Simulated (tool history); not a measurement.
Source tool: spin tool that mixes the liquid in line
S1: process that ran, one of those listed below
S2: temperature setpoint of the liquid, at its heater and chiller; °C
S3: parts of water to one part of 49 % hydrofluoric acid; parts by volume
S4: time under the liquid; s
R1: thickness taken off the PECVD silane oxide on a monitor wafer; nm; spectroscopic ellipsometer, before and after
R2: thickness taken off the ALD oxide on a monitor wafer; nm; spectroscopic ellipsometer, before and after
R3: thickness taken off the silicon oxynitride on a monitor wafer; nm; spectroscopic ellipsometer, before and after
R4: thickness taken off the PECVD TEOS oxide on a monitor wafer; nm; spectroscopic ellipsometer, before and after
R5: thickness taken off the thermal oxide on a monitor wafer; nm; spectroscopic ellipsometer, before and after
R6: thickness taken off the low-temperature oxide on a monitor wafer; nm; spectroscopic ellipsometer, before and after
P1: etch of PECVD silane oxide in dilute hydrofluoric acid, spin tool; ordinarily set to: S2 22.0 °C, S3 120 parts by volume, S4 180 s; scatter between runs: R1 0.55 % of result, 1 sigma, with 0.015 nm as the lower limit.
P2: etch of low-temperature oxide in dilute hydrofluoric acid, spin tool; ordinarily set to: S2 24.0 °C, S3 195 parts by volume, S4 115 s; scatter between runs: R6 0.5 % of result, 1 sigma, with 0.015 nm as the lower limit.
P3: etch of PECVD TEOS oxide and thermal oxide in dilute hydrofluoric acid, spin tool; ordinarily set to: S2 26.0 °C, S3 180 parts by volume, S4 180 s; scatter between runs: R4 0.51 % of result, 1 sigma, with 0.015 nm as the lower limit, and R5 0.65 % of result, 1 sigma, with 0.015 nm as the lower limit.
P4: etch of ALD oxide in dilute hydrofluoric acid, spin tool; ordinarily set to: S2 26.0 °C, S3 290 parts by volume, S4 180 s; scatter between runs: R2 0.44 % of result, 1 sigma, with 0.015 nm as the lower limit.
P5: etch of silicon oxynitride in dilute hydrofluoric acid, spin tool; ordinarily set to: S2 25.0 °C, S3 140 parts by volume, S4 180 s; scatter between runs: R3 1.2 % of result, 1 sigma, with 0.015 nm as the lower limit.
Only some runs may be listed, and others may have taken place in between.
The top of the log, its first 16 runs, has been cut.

| run | hour | S1 | S2 | S3 | S4 | R1 | R2 | R3 | R4 | R5 | R6 |
|---|---|---|---|---|---|---|---|---|---|---|---|
| 17 | 188.6 | P1 | 22.0 | 120 | 180 | 37.330 |  |  |  |  |  |
|  | 191.3 | hydrofluoric acid flow meter replaced |
| 18 | 199.2 | P1 | 22.0 | 120 | 180 | 36.529 |  |  |  |  |  |
| 19 | 209.2 | P5 | 33.0 | 140 | 180 |  |  | 2.5976 |  |  |  |
| 20 | 216.3 | P1 | 26.0 | 120 | 180 | 43.364 |  |  |  |  |  |
| 21 | 225.4 | P4 | 26.0 | 55 | 180 |  | 63.5540 |  |  |  |  |
| 22 | 236.5 | P4 | 19.0 | 290 | 180 |  | 7.0569 |  |  |  |  |
| 23 | 247.6 | P1 | 17.5 | 120 | 180 | 30.982 |  |  |  |  |  |
| 24 | 263.0 | P2 | 24.0 | 45 | 115 |  |  |  |  |  | 41.1940 |
| 25 | 275.0 | P3 | 26.0 | 180 | 55 |  |  |  | 4.6494 | 1.4247 |  |
| 26 | 283.5 | P1 | 22.0 | 120 | 285 | 58.655 |  |  |  |  |  |
| 27 | 295.7 | P4 | 26.0 | 290 | 180 |  | 9.0298 |  |  |  |  |
| 28 | 302.6 | P2 | 24.0 | 195 | 115 |  |  |  |  |  | 7.9735 |
| 29 | 317.1 | P1 | 22.0 | 120 | 60 | 12.352 |  |  |  |  |  |
| 30 | 324.9 | P1 | 22.0 | 120 | 180 | 36.770 |  |  |  |  |  |
| 31 | 337.3 | P2 | 24.0 | 195 | 115 |  |  |  |  |  | 7.9887 |
| 32 | 346.8 | P1 | 27.5 | 120 | 100 | 25.357 |  |  |  |  |  |
| 33 | 354.1 | P1 | 22.0 | 120 | 180 | 37.181 |  |  |  |  |  |
| 34 | 368.9 | P1 | 22.0 | 120 | 180 | 35.143 |  |  |  |  |  |
| 35 | 380.3 | P1 | 22.0 | 120 | 180 | 34.550 |  |  |  |  |  |
| 36 | 393.7 | P1 | 22.0 | 120 | 180 | 34.418 |  |  |  |  |  |
| 37 | 404.1 | P1 | 22.0 | 120 | 180 | 33.943 |  |  |  |  |  |

Predict the results of run 38:
| 38 | 413.2 | P1 | 22.0 | 120 | 180 | ? |  |  |  |  |  |

Run 38 produced R1 34.254 nm.

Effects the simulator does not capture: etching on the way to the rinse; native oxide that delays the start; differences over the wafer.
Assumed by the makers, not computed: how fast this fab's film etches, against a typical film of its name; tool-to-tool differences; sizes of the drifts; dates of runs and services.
